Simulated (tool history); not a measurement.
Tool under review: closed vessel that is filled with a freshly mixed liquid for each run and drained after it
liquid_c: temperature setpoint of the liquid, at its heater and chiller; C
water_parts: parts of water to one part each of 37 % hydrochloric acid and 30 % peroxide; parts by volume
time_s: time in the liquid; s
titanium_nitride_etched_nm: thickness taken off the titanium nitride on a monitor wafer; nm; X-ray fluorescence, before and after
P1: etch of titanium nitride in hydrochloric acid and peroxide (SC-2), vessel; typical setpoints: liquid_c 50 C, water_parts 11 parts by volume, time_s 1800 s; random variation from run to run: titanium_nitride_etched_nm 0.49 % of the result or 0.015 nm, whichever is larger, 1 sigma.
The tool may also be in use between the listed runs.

run	hour	liquid_c	water_parts	time_s	hours since the thermometer was replaced	hours since the chemicals flow meter was replaced	hours since the drum of peroxide was connected	titanium_nitride_etched_nm
1	9	50	11	1800	559.1	480.4	221.8	24.782
2	16.1	50	11	1800	566.2	487.5	228.9	24.799
3	27.7	35	4	1800	577.8	499.1	240.5	18.691
# hour 34.2: thermometer replaced
4	35.6	50	11	1800	1.5	507	248.4	24.918
5	43.7	60	11	1800	9.6	515.1	256.5	47.203
6	51.3	50	11	1800	17.2	522.7	264.1	24.927
7	58.9	50	11	3515	24.8	530.3	271.7	48.009
8	66.5	50	11	1800	32.4	537.9	279.3	24.853
9	73.5	50	11	265	39.4	544.9	286.3	3.6273
10	85.5	50	11	1800	51.4	556.9	298.3	24.771
11	97.7	50	19.5	1800	63.6	569.1	310.5	15.05
12	107.2	50	4	1800	73.1	578.6	320	53.514
13	117.7	64	18.5	1800	83.6	589.1	330.5	38.365
14	130.1	35	11	1800	96	601.5	342.9	8.6457
15	138.5	50	11	1800	104.4	609.9	351.3	24.687
16	149.3	50	11	1800	115.2	620.7	362.1	25.605

Predict the results of run 17:
17	158.8	50	11	1800	124.7	630.2	371.6	?

{"run 17": {"titanium_nitride_etched_nm": 25.667}}

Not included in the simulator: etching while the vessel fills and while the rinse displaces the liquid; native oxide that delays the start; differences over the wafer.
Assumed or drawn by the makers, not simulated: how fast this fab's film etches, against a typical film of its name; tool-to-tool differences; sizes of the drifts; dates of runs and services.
